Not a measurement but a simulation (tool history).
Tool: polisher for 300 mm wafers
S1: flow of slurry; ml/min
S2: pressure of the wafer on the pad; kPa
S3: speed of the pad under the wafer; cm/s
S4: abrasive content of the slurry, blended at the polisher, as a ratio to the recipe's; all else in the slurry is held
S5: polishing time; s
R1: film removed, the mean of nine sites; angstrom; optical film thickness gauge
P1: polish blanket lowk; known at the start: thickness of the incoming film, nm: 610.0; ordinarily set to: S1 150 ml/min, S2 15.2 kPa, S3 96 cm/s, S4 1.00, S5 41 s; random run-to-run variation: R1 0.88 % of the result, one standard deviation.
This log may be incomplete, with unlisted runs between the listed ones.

run 1 hour=12.9 | S1=150 S2=15.2 S3=96 S4=1.00 S5=41 | R1=153.830
run 2 hour=21.6 | S1=150 S2=8.3 S3=96 S4=1.00 S5=41 | R1=81.735
run 3 hour=32.4 | S1=225 S2=15.2 S3=96 S4=1.00 S5=41 | R1=158.470
-- hour=43.4 conditioning disc replaced and pad reconditioned
run 4 hour=44.0 | S1=150 S2=15.2 S3=138 S4=1.00 S5=41 | R1=201.880
run 5 hour=58.5 | S1=150 S2=15.2 S3=96 S4=1.00 S5=41 | R1=152.270
run 6 hour=67.8 | S1=150 S2=15.2 S3=130 S4=0.60 S5=41 | R1=146.560
run 7 hour=76.6 | S1=150 S2=20.7 S3=96 S4=1.00 S5=41 | R1=204.380
run 8 hour=86.3 | S1=150 S2=15.2 S3=96 S4=1.00 S5=41 | R1=151.130
run 9 hour=97.8 | S1=150 S2=15.2 S3=96 S4=1.25 S5=41 | R1=164.140
run 10 hour=107.6 | S1=150 S2=15.2 S3=96 S4=0.50 S5=41 | R1=105.930
run 11 hour=120.7 | S1=150 S2=15.2 S3=96 S4=1.00 S5=22 | R1=81.562
run 12 hour=130.4 | S1=225 S2=15.2 S3=46 S4=1.00 S5=41 | R1=88.392
run 13 hour=141.4 | S1=150 S2=15.2 S3=96 S4=1.00 S5=56 | R1=205.780
run 14 hour=153.3 | S1=150 S2=15.2 S3=96 S4=1.00 S5=41 | R1=150.580
-- hour=160.6 head pressure recalibrated
run 15 hour=170.6 | S1=90 S2=15.2 S3=96 S4=1.00 S5=41 | R1=136.820
run 16 hour=180.1 | S1=150 S2=15.2 S3=96 S4=1.00 S5=41 | R1=153.130
run 17 hour=193.6 | S1=150 S2=15.2 S3=44 S4=1.00 S5=41 | R1=80.463

The next listed run, before its measurement:
run 18 hour=201.4 | S1=150 S2=15.2 S3=96 S4=1.00 S5=41 | R1=?

{"run 18": {"R1": 150.14}}

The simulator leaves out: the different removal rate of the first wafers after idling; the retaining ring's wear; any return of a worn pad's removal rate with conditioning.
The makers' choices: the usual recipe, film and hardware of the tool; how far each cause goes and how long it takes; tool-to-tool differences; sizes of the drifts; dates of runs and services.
